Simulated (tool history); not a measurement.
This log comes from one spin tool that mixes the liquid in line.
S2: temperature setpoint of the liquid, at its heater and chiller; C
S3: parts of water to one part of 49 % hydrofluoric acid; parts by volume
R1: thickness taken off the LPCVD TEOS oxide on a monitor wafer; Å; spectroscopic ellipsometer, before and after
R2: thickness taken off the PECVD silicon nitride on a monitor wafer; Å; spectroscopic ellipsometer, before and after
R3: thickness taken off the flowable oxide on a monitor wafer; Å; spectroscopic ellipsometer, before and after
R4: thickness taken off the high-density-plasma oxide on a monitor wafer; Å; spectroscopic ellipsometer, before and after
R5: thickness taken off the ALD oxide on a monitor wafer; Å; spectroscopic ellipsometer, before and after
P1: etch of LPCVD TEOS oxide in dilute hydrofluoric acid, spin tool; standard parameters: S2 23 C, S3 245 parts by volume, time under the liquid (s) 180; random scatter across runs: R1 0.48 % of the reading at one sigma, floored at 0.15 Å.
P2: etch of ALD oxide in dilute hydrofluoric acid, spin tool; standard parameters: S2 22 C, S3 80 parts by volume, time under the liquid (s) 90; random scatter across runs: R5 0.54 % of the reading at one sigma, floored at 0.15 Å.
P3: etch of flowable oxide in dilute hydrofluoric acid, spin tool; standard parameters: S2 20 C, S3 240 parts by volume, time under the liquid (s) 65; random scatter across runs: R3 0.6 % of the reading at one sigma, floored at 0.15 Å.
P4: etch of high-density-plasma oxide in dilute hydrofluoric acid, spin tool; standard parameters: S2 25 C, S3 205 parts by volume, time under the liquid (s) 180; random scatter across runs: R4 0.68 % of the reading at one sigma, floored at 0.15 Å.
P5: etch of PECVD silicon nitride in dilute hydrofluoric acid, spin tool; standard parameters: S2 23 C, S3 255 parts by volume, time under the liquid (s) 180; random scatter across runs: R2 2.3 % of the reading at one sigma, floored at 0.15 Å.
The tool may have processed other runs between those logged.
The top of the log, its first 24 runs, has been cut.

Run 25, hour 113.1: process that ran P2, S2 22 C, S3 135 parts by volume, time under the liquid (s) 90. Result: R5 65.53 Å.
Run 26, hour 117.4: process that ran P3, S2 20 C, S3 240 parts by volume, time under the liquid (s) 65. Result: R3 56.184 Å.
Run 27, hour 120.5: process that ran P4, S2 25 C, S3 205 parts by volume, time under the liquid (s) 40. Result: R4 9.0897 Å.
Run 28, hour 124.2: process that ran P1, S2 23 C, S3 245 parts by volume, time under the liquid (s) 60. Result: R1 42.419 Å.
Run 29, hour 127.2: process that ran P1, S2 29.5 C, S3 245 parts by volume, time under the liquid (s) 180. Result: R1 159.1 Å.
Run 30, hour 131.6: process that ran P1, S2 23 C, S3 245 parts by volume, time under the liquid (s) 180. Result: R1 125.86 Å.
Run 31, hour 134.9: process that ran P1, S2 23 C, S3 245 parts by volume, time under the liquid (s) 180. Result: R1 122.84 Å.
Run 32, hour 140.1: process that ran P1, S2 23 C, S3 245 parts by volume, time under the liquid (s) 180. Result: R1 120.08 Å.
Run 33, hour 143.6: process that ran P1, S2 23 C, S3 245 parts by volume, time under the liquid (s) 180. Result: R1 117.01 Å.
Run 34, hour 147.8: process that ran P1, S2 23 C, S3 245 parts by volume, time under the liquid (s) 180. Result: R1 116.99 Å.
Run 35, hour 153.6: process that ran P1, S2 23 C, S3 245 parts by volume, time under the liquid (s) 180. Result: R1 115.85 Å.

For run 36, what comes out?
Run 36, hour 157.3: process that ran P1, S2 23 C, S3 245 parts by volume, time under the liquid (s) 180. Result: R1 ?.

Run 36 yielded R1 116.33 Å.
